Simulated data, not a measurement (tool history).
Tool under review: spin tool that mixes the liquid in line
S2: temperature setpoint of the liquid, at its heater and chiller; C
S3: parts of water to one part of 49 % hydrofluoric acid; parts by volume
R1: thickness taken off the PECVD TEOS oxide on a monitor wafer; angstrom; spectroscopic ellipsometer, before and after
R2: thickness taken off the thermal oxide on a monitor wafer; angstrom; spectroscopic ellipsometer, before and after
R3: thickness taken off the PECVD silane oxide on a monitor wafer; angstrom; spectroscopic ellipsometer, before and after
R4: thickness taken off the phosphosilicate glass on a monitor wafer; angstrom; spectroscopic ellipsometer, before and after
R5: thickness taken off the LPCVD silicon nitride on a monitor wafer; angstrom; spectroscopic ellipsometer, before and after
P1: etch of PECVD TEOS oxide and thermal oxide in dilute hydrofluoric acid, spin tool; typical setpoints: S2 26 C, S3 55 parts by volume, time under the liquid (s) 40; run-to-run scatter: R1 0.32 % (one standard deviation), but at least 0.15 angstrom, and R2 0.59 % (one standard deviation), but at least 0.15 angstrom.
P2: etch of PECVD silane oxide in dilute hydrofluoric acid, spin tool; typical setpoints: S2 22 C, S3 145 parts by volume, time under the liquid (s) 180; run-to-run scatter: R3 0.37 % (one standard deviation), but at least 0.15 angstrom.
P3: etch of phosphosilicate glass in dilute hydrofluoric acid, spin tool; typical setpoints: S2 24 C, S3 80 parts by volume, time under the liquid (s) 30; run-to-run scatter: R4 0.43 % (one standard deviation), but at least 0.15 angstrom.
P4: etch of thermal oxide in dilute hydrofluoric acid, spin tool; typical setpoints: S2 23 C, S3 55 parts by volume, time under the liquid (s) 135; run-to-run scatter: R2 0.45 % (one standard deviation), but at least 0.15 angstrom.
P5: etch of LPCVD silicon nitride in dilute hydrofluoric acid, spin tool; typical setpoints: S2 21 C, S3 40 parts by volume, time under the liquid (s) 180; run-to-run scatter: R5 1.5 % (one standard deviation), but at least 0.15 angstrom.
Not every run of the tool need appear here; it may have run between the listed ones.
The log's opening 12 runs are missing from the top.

run 13 hour=113.6 | process_that_ran=P4 S2=23 S3=55 time_under_the_liquid_(s)=135 | R2=118.97
run 14 hour=122.5 | process_that_ran=P5 S2=21 S3=20 time_under_the_liquid_(s)=180 | R5=35.318
run 15 hour=134.1 | process_that_ran=P3 S2=24 S3=80 time_under_the_liquid_(s)=50 | R4=473.15
run 16 hour=145 | process_that_ran=P1 S2=26 S3=25 time_under_the_liquid_(s)=40 | R1=158.41 R2=90.575
run 17 hour=153.4 | process_that_ran=P3 S2=17 S3=80 time_under_the_liquid_(s)=30 | R4=211.76
run 18 hour=162.6 | process_that_ran=P1 S2=26 S3=20 time_under_the_liquid_(s)=15 | R1=75.083 R2=43.117
run 19 hour=168.3 | process_that_ran=P1 S2=18 S3=55 time_under_the_liquid_(s)=40 | R1=49.593 R2=28.644
run 20 hour=175.1 | process_that_ran=P1 S2=26 S3=55 time_under_the_liquid_(s)=40 | R1=69.051 R2=39.292
run 21 hour=185.7 | process_that_ran=P1 S2=26 S3=55 time_under_the_liquid_(s)=40 | R1=68.786 R2=39.385

Run 22, settings as shown, results not yet in. Your forecast:
run 22 hour=197 | process_that_ran=P2 S2=28 S3=145 time_under_the_liquid_(s)=180 | R3=?

{"run 22": {"R3": 385.26}}
